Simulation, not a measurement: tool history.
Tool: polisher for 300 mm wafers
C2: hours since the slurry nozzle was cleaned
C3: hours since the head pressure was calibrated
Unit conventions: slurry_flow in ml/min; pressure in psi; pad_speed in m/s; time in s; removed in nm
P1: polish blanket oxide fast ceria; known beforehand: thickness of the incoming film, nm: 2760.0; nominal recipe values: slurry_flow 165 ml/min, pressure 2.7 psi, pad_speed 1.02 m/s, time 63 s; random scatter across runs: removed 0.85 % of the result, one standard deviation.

{"run": 1, "hour": 11.3, "slurry_flow": 165, "pressure": 2.7, "pad_speed": 1.02, "time": 63, "wafers polished on this pad": 391, "C2": 69.3, "C3": 282.5, "removed": 1104.1}
{"hour": 22.6, "done": "slurry nozzle cleaned"}
{"run": 2, "hour": 23.4, "slurry_flow": 165, "pressure": 2.7, "pad_speed": 1.02, "time": 39, "wafers polished on this pad": 529, "C2": 0.8, "C3": 294.6, "removed": 668.64}
{"run": 3, "hour": 38.1, "slurry_flow": 165, "pressure": 2.7, "pad_speed": 1.02, "time": 63, "wafers polished on this pad": 697, "C2": 15.5, "C3": 309.3, "removed": 1103.1}
{"run": 4, "hour": 51.1, "slurry_flow": 100, "pressure": 2.7, "pad_speed": 1.02, "time": 63, "wafers polished on this pad": 845, "C2": 28.5, "C3": 322.3, "removed": 985.19}
{"run": 5, "hour": 61.5, "slurry_flow": 165, "pressure": 4, "pad_speed": 1.02, "time": 63, "wafers polished on this pad": 964, "C2": 38.9, "C3": 332.7, "removed": 1619.8}
{"run": 6, "hour": 78.5, "slurry_flow": 240, "pressure": 2.7, "pad_speed": 1.02, "time": 63, "wafers polished on this pad": 1158, "C2": 55.9, "C3": 349.7, "removed": 1151.1}
{"run": 7, "hour": 93.2, "slurry_flow": 165, "pressure": 2.7, "pad_speed": 1.02, "time": 63, "wafers polished on this pad": 1326, "C2": 70.6, "C3": 364.4, "removed": 1090.8}
{"run": 8, "hour": 107.4, "slurry_flow": 235, "pressure": 2.7, "pad_speed": 1.38, "time": 63, "wafers polished on this pad": 1488, "C2": 84.8, "C3": 378.6, "removed": 1537.5}
{"run": 9, "hour": 125.0, "slurry_flow": 165, "pressure": 2.7, "pad_speed": 1.02, "time": 63, "wafers polished on this pad": 1689, "C2": 102.4, "C3": 396.2, "removed": 1085.1}
{"run": 10, "hour": 133.5, "slurry_flow": 165, "pressure": 2.7, "pad_speed": 1.02, "time": 63, "wafers polished on this pad": 1786, "C2": 110.9, "C3": 404.7, "removed": 1097.7}
{"run": 11, "hour": 146.6, "slurry_flow": 165, "pressure": 1.7, "pad_speed": 1.02, "time": 63, "wafers polished on this pad": 1936, "C2": 124, "C3": 417.8, "removed": 692.03}
{"run": 12, "hour": 160.8, "slurry_flow": 165, "pressure": 1.7, "pad_speed": 0.62, "time": 63, "wafers polished on this pad": 2098, "C2": 138.2, "C3": 432, "removed": 421.99}
{"run": 13, "hour": 171.9, "slurry_flow": 165, "pressure": 2.7, "pad_speed": 1.02, "time": 88, "wafers polished on this pad": 2225, "C2": 149.3, "C3": 443.1, "removed": 1513}
{"run": 14, "hour": 182.8, "slurry_flow": 165, "pressure": 2.7, "pad_speed": 0.54, "time": 63, "wafers polished on this pad": 2349, "C2": 160.2, "C3": 454, "removed": 583}
{"run": 15, "hour": 196.5, "slurry_flow": 165, "pressure": 2.7, "pad_speed": 1.4, "time": 63, "wafers polished on this pad": 2506, "C2": 173.9, "C3": 467.7, "removed": 1504.6}
{"run": 16, "hour": 205.7, "slurry_flow": 165, "pressure": 2.7, "pad_speed": 1.02, "time": 63, "wafers polished on this pad": 2611, "C2": 183.1, "C3": 476.9, "removed": 1099}
{"run": 17, "hour": 220.3, "slurry_flow": 165, "pressure": 2.7, "pad_speed": 1.02, "time": 63, "wafers polished on this pad": 2777, "C2": 197.7, "C3": 491.5, "removed": 1096.5}
{"run": 18, "hour": 230.7, "slurry_flow": 165, "pressure": 2.7, "pad_speed": 1.02, "time": 63, "wafers polished on this pad": 2896, "C2": 208.1, "C3": 501.9, "removed": 1062.7}

The next listed run, before its measurement:
{"run": 19, "hour": 242.8, "slurry_flow": 165, "pressure": 2.7, "pad_speed": 1.02, "time": 63, "wafers polished on this pad": 3034, "C2": 220.2, "C3": 514, "removed": "?"}

{"run 19": {"removed": 1055.9}}

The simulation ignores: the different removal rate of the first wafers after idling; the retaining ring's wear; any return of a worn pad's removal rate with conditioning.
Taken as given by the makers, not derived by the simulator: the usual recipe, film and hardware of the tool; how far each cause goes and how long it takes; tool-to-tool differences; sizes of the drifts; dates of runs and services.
